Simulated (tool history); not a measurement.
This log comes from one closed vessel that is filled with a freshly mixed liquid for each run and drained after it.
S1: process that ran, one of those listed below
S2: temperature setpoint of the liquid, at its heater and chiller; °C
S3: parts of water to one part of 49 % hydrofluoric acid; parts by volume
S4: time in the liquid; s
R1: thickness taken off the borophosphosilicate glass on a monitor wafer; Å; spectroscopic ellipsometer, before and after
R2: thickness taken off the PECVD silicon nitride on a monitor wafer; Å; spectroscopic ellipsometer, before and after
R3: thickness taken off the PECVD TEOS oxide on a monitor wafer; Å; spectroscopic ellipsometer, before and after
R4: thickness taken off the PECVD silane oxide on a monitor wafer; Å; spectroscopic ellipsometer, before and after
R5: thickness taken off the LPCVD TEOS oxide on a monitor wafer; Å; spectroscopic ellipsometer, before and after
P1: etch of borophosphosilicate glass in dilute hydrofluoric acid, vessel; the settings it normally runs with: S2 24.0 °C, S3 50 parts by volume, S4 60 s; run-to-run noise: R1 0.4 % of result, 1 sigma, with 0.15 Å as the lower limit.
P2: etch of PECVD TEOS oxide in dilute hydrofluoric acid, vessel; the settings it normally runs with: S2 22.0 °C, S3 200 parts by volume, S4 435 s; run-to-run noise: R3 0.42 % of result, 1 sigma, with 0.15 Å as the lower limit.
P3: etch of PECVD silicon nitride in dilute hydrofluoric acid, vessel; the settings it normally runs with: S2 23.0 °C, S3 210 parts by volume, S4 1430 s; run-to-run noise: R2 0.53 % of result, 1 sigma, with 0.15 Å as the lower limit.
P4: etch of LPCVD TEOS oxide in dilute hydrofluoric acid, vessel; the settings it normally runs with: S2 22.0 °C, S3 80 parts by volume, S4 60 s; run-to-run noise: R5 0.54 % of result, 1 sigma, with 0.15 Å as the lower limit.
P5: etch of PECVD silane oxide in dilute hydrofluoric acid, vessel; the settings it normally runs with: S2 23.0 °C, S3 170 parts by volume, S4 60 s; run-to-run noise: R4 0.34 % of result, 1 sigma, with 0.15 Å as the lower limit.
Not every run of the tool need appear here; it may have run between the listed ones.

| run | hour | S1 | S2 | S3 | S4 | R1 | R2 | R3 | R4 | R5 |
|---|---|---|---|---|---|---|---|---|---|---|
| 1 | 11.7 | P1 | 24.0 | 50 | 60 | 835.31 |  |  |  |  |
| 2 | 21.1 | P1 | 17.0 | 50 | 60 | 626.72 |  |  |  |  |
| 3 | 28.9 | P1 | 24.0 | 50 | 30 | 420.36 |  |  |  |  |
| 4 | 36.1 | P1 | 24.0 | 50 | 95 | 1327.30 |  |  |  |  |
| 5 | 46.3 | P3 | 23.0 | 210 | 1430 |  | 259.19 |  |  |  |
| 6 | 58.1 | P1 | 28.0 | 75 | 60 | 637.99 |  |  |  |  |
| 7 | 69.2 | P1 | 24.0 | 50 | 60 | 836.95 |  |  |  |  |
| 8 | 81.1 | P3 | 23.0 | 210 | 2730 |  | 498.22 |  |  |  |
| 9 | 87.6 | P2 | 22.0 | 200 | 435 |  |  | 288.37 |  |  |
| 10 | 97.6 | P1 | 24.0 | 50 | 60 | 841.33 |  |  |  |  |
| 11 | 104.2 | P5 | 17.0 | 170 | 60 |  |  |  | 68.090 |  |
| 12 | 114.9 | P1 | 24.0 | 20 | 60 | 2183.10 |  |  |  |  |
| 13 | 125.2 | P5 | 23.0 | 30 | 60 |  |  |  | 579.920 |  |
| 14 | 133.3 | P1 | 24.0 | 50 | 60 | 841.74 |  |  |  |  |
| 15 | 147.1 | P3 | 23.0 | 45 | 1430 |  | 1178.00 |  |  |  |
| 16 | 159.9 | P2 | 17.0 | 200 | 435 |  |  | 234.70 |  |  |
| 17 | 171.5 | P4 | 22.0 | 80 | 60 |  |  |  |  | 275.21 |
| 18 | 183.0 | P4 | 22.0 | 80 | 30 |  |  |  |  | 138.72 |
| 19 | 192.3 | P5 | 23.0 | 170 | 60 |  |  |  | 86.382 |  |
| 20 | 204.7 | P5 | 23.0 | 170 | 30 |  |  |  | 43.081 |  |
| 21 | 213.0 | P1 | 24.0 | 80 | 60 | 505.89 |  |  |  |  |
| 22 | 223.7 | P4 | 28.0 | 80 | 60 |  |  |  |  | 353.70 |
| 23 | 232.4 | P2 | 22.0 | 200 | 780 |  |  | 516.04 |  |  |
| 24 | 240.8 | P4 | 22.0 | 20 | 60 |  |  |  |  | 1213.10 |
| 25 | 251.6 | P3 | 18.5 | 210 | 1430 |  | 193.55 |  |  |  |
| 26 | 263.4 | P1 | 24.0 | 50 | 60 | 841.78 |  |  |  |  |
| 27 | 275.6 | P4 | 22.0 | 80 | 60 |  |  |  |  | 279.37 |
| 28 | 282.6 | P1 | 24.0 | 50 | 60 | 834.24 |  |  |  |  |
| 29 | 293.0 | P2 | 22.0 | 40 | 435 |  |  | 1721.50 |  |  |
| 30 | 302.0 | P1 | 29.5 | 50 | 60 | 1046.70 |  |  |  |  |
| 31 | 313.4 | P3 | 23.0 | 210 | 1430 |  | 260.84 |  |  |  |
| 32 | 324.7 | P1 | 24.0 | 50 | 60 | 837.41 |  |  |  |  |
| 33 | 333.9 | P1 | 24.0 | 50 | 60 | 862.69 |  |  |  |  |
| 34 | 347.8 | P1 | 24.0 | 50 | 60 | 885.17 |  |  |  |  |
| 35 | 360.2 | P1 | 24.0 | 50 | 60 | 891.56 |  |  |  |  |
| 36 | 374.1 | P1 | 24.0 | 50 | 60 | 891.46 |  |  |  |  |
| 37 | 386.1 | P1 | 24.0 | 50 | 60 | 903.62 |  |  |  |  |
| 38 | 397.0 | P1 | 24.0 | 50 | 60 | 911.32 |  |  |  |  |
| 39 | 406.7 | P1 | 24.0 | 50 | 60 | 907.10 |  |  |  |  |

What P1 gives has crept off from where it sat before. The 2 causes that follow fit the log equally well, each at the size noted:
A: liquid hotter than its thermometer reads (K) = 1.89
B: hydrofluoric acid flow above the setpoint (%) = 7.52
The drift started at roughly hour 324.7.

Listed below are the offered check runs, one wafer per run, with question marks in place of results. For which of them would the causes give clearly different outcomes?
| check 1 | 416.4 | P2 | 22.0 | 85 | 435 |  |  | ? |  |  |
| check 2 | 416.4 | P5 | 23.0 | 40 | 60 |  |  |  | ? |  |
| check 3 | 416.4 | P4 | 22.0 | 45 | 30 |  |  |  |  | ? |
| check 4 | 416.4 | P3 | 23.0 | 135 | 1430 |  | ? |  |  |  |

What each check would give under each cause:
| check | result | if A | if B |
|---|---|---|---|
| check 1 | R3 | 827.48 | 830.12 |
| check 2 | R4 | 463.130 | 462.110 |
| check 3 | R5 | 278.57 | 277.97 |
| check 4 | R2 | 455.69 | 432.89 |
Per-check spread between the two closest causes, in the result where they differ most: check 1 0.32 %; check 2 0.22 %; check 3 0.22 %; check 4 5.13 %
Only check 4 tells the causes apart: in the others they would give nearly the same result.

Check 4 has now been run. It gave: R2 455.46 Å. Which of the candidate causes is it?

It was cause A: liquid hotter than its thermometer reads (K).
